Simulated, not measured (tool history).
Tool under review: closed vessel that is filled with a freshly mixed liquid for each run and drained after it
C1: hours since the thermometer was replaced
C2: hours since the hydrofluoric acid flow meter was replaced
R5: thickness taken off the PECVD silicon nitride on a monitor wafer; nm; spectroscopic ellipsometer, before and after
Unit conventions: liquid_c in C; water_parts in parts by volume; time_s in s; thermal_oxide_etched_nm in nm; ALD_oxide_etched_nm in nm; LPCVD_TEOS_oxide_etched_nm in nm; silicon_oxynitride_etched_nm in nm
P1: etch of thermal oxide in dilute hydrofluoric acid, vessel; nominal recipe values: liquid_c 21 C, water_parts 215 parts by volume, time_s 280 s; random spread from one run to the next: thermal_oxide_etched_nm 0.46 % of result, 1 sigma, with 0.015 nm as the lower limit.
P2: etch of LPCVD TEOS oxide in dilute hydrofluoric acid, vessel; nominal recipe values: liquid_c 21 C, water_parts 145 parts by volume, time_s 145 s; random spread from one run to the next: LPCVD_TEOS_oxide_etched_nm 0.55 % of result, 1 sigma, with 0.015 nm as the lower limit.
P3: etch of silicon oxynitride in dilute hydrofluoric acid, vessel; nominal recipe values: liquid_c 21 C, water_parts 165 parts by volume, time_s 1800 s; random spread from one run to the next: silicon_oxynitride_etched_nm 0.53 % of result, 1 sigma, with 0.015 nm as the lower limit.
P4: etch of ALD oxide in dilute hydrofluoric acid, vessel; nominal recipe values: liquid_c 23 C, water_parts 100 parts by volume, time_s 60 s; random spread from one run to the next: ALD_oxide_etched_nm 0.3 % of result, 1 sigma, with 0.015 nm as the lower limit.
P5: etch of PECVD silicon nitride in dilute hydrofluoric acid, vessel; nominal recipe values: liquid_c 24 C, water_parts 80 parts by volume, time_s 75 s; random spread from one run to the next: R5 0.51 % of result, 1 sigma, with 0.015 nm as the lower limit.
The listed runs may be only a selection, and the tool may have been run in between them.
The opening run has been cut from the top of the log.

Run 2, hour 8: process P4, liquid_c 23 C, water_parts 100 parts by volume, time_s 60 s; C1 1403; C2 246.4. Result: ALD_oxide_etched_nm 18.499 nm.
Run 3, hour 13.8: process P4, liquid_c 23 C, water_parts 100 parts by volume, time_s 30 s; C1 1408.8; C2 252.2. Result: ALD_oxide_etched_nm 9.2463 nm.
Run 4, hour 19.6: process P1, liquid_c 21 C, water_parts 125 parts by volume, time_s 280 s; C1 1414.6; C2 258. Result: thermal_oxide_etched_nm 8.5644 nm.
Run 5, hour 24.4: process P1, liquid_c 21 C, water_parts 215 parts by volume, time_s 280 s; C1 1419.4; C2 262.8. Result: thermal_oxide_etched_nm 4.5305 nm.
Run 6, hour 29.9: process P1, liquid_c 24.5 C, water_parts 215 parts by volume, time_s 280 s; C1 1424.9; C2 268.3. Result: thermal_oxide_etched_nm 5.1605 nm.
Run 7, hour 35.3: process P2, liquid_c 17 C, water_parts 145 parts by volume, time_s 145 s; C1 1430.3; C2 273.7. Result: LPCVD_TEOS_oxide_etched_nm 17.165 nm.
Run 8, hour 41.3: process P1, liquid_c 21 C, water_parts 395 parts by volume, time_s 280 s; C1 1436.3; C2 279.7. Result: thermal_oxide_etched_nm 2.1196 nm.
Run 9, hour 46.6: process P1, liquid_c 17 C, water_parts 215 parts by volume, time_s 280 s; C1 1441.6; C2 285. Result: thermal_oxide_etched_nm 3.8673 nm.
Run 10, hour 51.4: process P1, liquid_c 21 C, water_parts 215 parts by volume, time_s 140 s; C1 1446.4; C2 289.8. Result: thermal_oxide_etched_nm 2.2615 nm.
Run 11, hour 56.5: process P4, liquid_c 23 C, water_parts 165 parts by volume, time_s 60 s; C1 1451.5; C2 294.9. Result: ALD_oxide_etched_nm 10.426 nm.
Run 12, hour 59.7: process P1, liquid_c 21 C, water_parts 215 parts by volume, time_s 280 s; C1 1454.7; C2 298.1. Result: thermal_oxide_etched_nm 4.6099 nm.
Run 13, hour 62.7: process P1, liquid_c 21 C, water_parts 215 parts by volume, time_s 280 s; C1 1457.7; C2 301.1. Result: thermal_oxide_etched_nm 4.5395 nm.
Run 14, hour 66.7: process P2, liquid_c 21 C, water_parts 145 parts by volume, time_s 75 s; C1 1461.7; C2 305.1. Result: LPCVD_TEOS_oxide_etched_nm 10.193 nm.
Run 15, hour 71.2: process P1, liquid_c 21 C, water_parts 215 parts by volume, time_s 505 s; C1 1466.2; C2 309.6. Result: thermal_oxide_etched_nm 8.1268 nm.
Run 16, hour 76.7: process P3, liquid_c 21 C, water_parts 270 parts by volume, time_s 1800 s; C1 1471.7; C2 315.1. Result: silicon_oxynitride_etched_nm 10.302 nm.
Run 17, hour 80.8: process P3, liquid_c 21 C, water_parts 165 parts by volume, time_s 1800 s; C1 1475.8; C2 319.2. Result: silicon_oxynitride_etched_nm 17.95 nm.
Run 18, hour 83.9: process P5, liquid_c 24 C, water_parts 80 parts by volume, time_s 75 s; C1 1478.9; C2 322.3. Result: R5 4.705 nm.
Run 19, hour 87.8: process P2, liquid_c 21 C, water_parts 250 parts by volume, time_s 145 s; C1 1482.8; C2 326.2. Result: LPCVD_TEOS_oxide_etched_nm 10.382 nm.
Run 20, hour 90.8: process P3, liquid_c 21 C, water_parts 165 parts by volume, time_s 1800 s; C1 1485.8; C2 329.2. Result: silicon_oxynitride_etched_nm 18.144 nm.
Run 21, hour 94.9: process P4, liquid_c 23 C, water_parts 100 parts by volume, time_s 60 s; C1 1489.9; C2 333.3. Result: ALD_oxide_etched_nm 18.61 nm.
Run 22, hour 100.6: process P2, liquid_c 21 C, water_parts 145 parts by volume, time_s 145 s; C1 1495.6; C2 339. Result: LPCVD_TEOS_oxide_etched_nm 20.158 nm.
Run 23, hour 103.5: process P3, liquid_c 21 C, water_parts 165 parts by volume, time_s 195 s; C1 1498.5; C2 341.9. Result: silicon_oxynitride_etched_nm 1.9604 nm.
Run 24, hour 109.3: process P2, liquid_c 21 C, water_parts 145 parts by volume, time_s 145 s; C1 1504.3; C2 347.7. Result: LPCVD_TEOS_oxide_etched_nm 19.951 nm.
Run 25, hour 112.3: process P3, liquid_c 28 C, water_parts 165 parts by volume, time_s 1800 s; C1 1507.3; C2 350.7. Result: silicon_oxynitride_etched_nm 24.852 nm.
Run 26, hour 116.6: process P5, liquid_c 24 C, water_parts 80 parts by volume, time_s 110 s; C1 1511.6; C2 355. Result: R5 6.9027 nm.

For run 27, what comes out?
Run 27, hour 121.6: process P5, liquid_c 24 C, water_parts 145 parts by volume, time_s 75 s; C1 1516.6; C2 360. Result: R5 ?.

{"run 27": {"R5": 2.629}}

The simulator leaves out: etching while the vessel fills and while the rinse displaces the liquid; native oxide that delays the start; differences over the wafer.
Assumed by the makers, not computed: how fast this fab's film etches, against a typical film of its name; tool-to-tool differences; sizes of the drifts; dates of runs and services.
